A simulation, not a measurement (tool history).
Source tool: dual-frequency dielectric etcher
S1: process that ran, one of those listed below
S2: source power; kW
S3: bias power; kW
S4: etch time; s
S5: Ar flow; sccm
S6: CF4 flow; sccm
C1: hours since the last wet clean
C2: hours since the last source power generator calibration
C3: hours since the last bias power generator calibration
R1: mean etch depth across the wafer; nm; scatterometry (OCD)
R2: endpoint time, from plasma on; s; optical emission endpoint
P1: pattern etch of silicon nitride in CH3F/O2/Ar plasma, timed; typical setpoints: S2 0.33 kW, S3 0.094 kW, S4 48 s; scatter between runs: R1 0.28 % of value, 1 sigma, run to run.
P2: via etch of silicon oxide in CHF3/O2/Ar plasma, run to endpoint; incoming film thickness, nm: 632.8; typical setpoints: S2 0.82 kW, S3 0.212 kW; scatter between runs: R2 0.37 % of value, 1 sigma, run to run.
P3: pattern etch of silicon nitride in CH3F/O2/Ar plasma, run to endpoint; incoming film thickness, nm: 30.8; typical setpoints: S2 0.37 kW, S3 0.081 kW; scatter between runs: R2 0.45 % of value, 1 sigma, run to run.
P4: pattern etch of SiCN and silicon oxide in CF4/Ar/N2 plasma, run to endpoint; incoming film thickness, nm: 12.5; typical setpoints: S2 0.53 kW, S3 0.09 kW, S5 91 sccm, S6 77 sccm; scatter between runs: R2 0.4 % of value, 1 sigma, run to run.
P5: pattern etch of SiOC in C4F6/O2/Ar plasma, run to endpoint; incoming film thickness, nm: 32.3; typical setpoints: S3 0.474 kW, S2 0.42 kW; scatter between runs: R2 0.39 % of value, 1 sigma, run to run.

| run | hour | S1 | S2 | S3 | S4 | S5 | S6 | C1 | C2 | C3 | R1 | R2 |
|---|---|---|---|---|---|---|---|---|---|---|---|---|
| 1 | 3.9 | P1 | 0.33 | 0.094 | 48 |  |  | 182.6 | 394.1 | 1531.8 | 34.362 |  |
| 2 | 7.3 | P1 | 0.33 | 0.06 | 48 |  |  | 186 | 397.5 | 1535.2 | 29.528 |  |
| 3 | 11.7 | P2 | 1.02 | 0.212 |  |  |  | 190.4 | 401.9 | 1539.6 |  | 238.99 |
|  | 15.5 | source power generator calibrated |
| 4 | 16.9 | P4 | 0.53 | 0.09 |  | 116 | 77 | 195.6 | 1.4 | 1544.8 |  | 11.721 |
| 5 | 22.4 | P5 | 0.58 | 0.474 |  |  |  | 201.1 | 6.9 | 1550.3 |  | 9.3073 |
| 6 | 27.6 | P1 | 0.27 | 0.094 | 62.5 |  |  | 206.3 | 12.1 | 1555.5 | 41.754 |  |
| 7 | 32 | P1 | 0.33 | 0.094 | 72 |  |  | 210.7 | 16.5 | 1559.9 | 51.642 |  |
| 8 | 37.1 | P1 | 0.33 | 0.094 | 48 |  |  | 215.8 | 21.6 | 1565 | 34.575 |  |
| 9 | 40.2 | P1 | 0.26 | 0.116 | 48 |  |  | 218.9 | 24.7 | 1568.1 | 34.194 |  |
| 10 | 42.7 | P1 | 0.33 | 0.058 | 68 |  |  | 221.4 | 27.2 | 1570.6 | 41.321 |  |
| 11 | 46.9 | P5 | 0.42 | 0.474 |  |  |  | 225.6 | 31.4 | 1574.8 |  | 10.503 |
| 12 | 52.2 | P4 | 0.72 | 0.09 |  | 91 | 77 | 230.9 | 36.7 | 1580.1 |  | 8.6161 |
| 13 | 55.2 | P3 | 0.22 | 0.081 |  |  |  | 233.9 | 39.7 | 1583.1 |  | 54.432 |
| 14 | 60.2 | P5 | 0.42 | 0.596 |  |  |  | 238.9 | 44.7 | 1588.1 |  | 9.6965 |
| 15 | 63.1 | P2 | 0.82 | 0.282 |  |  |  | 241.8 | 47.6 | 1591 |  | 237.14 |
| 16 | 65.6 | P1 | 0.39 | 0.094 | 48 |  |  | 244.3 | 50.1 | 1593.5 | 36.657 |  |
| 17 | 71.3 | P1 | 0.24 | 0.094 | 48 |  |  | 250 | 55.8 | 1599.2 | 30.457 |  |
| 18 | 75.6 | P4 | 0.53 | 0.059 |  | 91 | 77 | 254.3 | 60.1 | 1603.5 |  | 13.067 |
| 19 | 79.4 | P3 | 0.37 | 0.081 |  |  |  | 258.1 | 63.9 | 1607.3 |  | 44.155 |
| 20 | 83.9 | P4 | 0.53 | 0.09 |  | 91 | 109 | 262.6 | 68.4 | 1611.8 |  | 10.799 |
| 21 | 89.1 | P1 | 0.33 | 0.094 | 48 |  |  | 267.8 | 73.6 | 1617 | 34.596 |  |
| 22 | 94.3 | P1 | 0.33 | 0.094 | 35.5 |  |  | 273 | 78.8 | 1622.2 | 25.568 |  |
| 23 | 99.8 | P1 | 0.33 | 0.094 | 48 |  |  | 278.5 | 84.3 | 1627.7 | 34.498 |  |
| 24 | 103.1 | P1 | 0.33 | 0.094 | 48 |  |  | 281.8 | 87.6 | 1631 | 34.428 |  |
| 25 | 105.9 | P2 | 0.82 | 0.212 |  |  |  | 284.6 | 90.4 | 1633.8 |  | 262.02 |
| 26 | 108.4 | P4 | 0.53 | 0.09 |  | 91 | 77 | 287.1 | 92.9 | 1636.3 |  | 11.258 |
| 27 | 111.4 | P3 | 0.37 | 0.113 |  |  |  | 290.1 | 95.9 | 1639.3 |  | 38.819 |
| 28 | 116.3 | P3 | 0.37 | 0.081 |  |  |  | 295 | 100.8 | 1644.2 |  | 44.713 |
| 29 | 120.1 | P1 | 0.33 | 0.123 | 48 |  |  | 298.8 | 104.6 | 1648 | 38.272 |  |
| 30 | 124.5 | P1 | 0.33 | 0.094 | 48 |  |  | 303.2 | 109 | 1652.4 | 34.612 |  |
| 31 | 127 | P1 | 0.33 | 0.094 | 48 |  |  | 305.7 | 111.5 | 1654.9 | 34.375 |  |
| 32 | 132.5 | P1 | 0.33 | 0.094 | 48 |  |  | 311.2 | 117 | 1660.4 | 34.357 |  |
| 33 | 137.9 | P1 | 0.33 | 0.094 | 48 |  |  | 316.6 | 122.4 | 1665.8 | 34.08 |  |
| 34 | 142.7 | P1 | 0.33 | 0.094 | 48 |  |  | 321.4 | 127.2 | 1670.6 | 33.876 |  |
|  | 143.3 | wet clean of the chamber |
| 35 | 146.1 | P1 | 0.33 | 0.094 | 48 |  |  | 2.8 | 130.6 | 1674 | 33.947 |  |
| 36 | 148.7 | P1 | 0.33 | 0.094 | 48 |  |  | 5.4 | 133.2 | 1676.6 | 34.061 |  |
| 37 | 152.5 | P1 | 0.33 | 0.094 | 48 |  |  | 9.2 | 137 | 1680.4 | 34.164 |  |
| 38 | 155.2 | P1 | 0.33 | 0.094 | 48 |  |  | 11.9 | 139.7 | 1683.1 | 34.26 |  |
| 39 | 159.4 | P1 | 0.33 | 0.094 | 48 |  |  | 16.1 | 143.9 | 1687.3 | 34.059 |  |
| 40 | 162.9 | P1 | 0.33 | 0.094 | 48 |  |  | 19.6 | 147.4 | 1690.8 | 34.231 |  |
| 41 | 168 | P1 | 0.33 | 0.094 | 48 |  |  | 24.7 | 152.5 | 1695.9 | 34.02 |  |

P1 has crept away from where it was. The log is fitted equally well by each of these 2 causes, at the sizes shown:
A: source power that arrives under what is set, % = 3.65
B: bias power that arrives under what is set, % = 3.7
The creep began at about hour 124.5.
Why every other cause is out:
chamber walls in a state that lowers the etch rate, %: serviced after onset, at hour 143.3, with no recovery of the prior output

The list below offers 4 check runs, each averaging the results of 2 wafers, and shows each result as a question mark. For which of them would the listed causes give clearly different results?
| check 1 | 173.1 | P4 | 0.53 | 0.09 |  | 91 | 106 |  |  |  |  | ? |
| check 2 | 173.1 | P2 | 0.97 | 0.28 |  |  |  |  |  |  |  | ? |
| check 3 | 173.1 | P3 | 0.25 | 0.112 |  |  |  |  |  |  |  | ? |
| check 4 | 173.1 | P5 | 0.56 | 0.474 |  |  |  |  |  |  |  | ? |

Expected result of each check under each candidate cause:
| check | result | if A | if B |
|---|---|---|---|
| check 1 | R2 | 11.211 | 10.982 |
| check 2 | R2 | 226.11 | 225.95 |
| check 3 | R2 | 46.089 | 46.127 |
| check 4 | R2 | 9.5902 | 9.5889 |
How far apart the two closest causes lie, in the result that separates them most: check 1 2.07 %; check 2 0.07 %; check 3 0.08 %; check 4 0.01 %
The causes can be told apart only by check 1. The other checks would give nearly the same results under each of them.

Check 1 was carried out, with these results: R2 11.211 s. Which of the listed causes is responsible?

Of the candidate causes, it is A: source power that arrives under what is set, %.

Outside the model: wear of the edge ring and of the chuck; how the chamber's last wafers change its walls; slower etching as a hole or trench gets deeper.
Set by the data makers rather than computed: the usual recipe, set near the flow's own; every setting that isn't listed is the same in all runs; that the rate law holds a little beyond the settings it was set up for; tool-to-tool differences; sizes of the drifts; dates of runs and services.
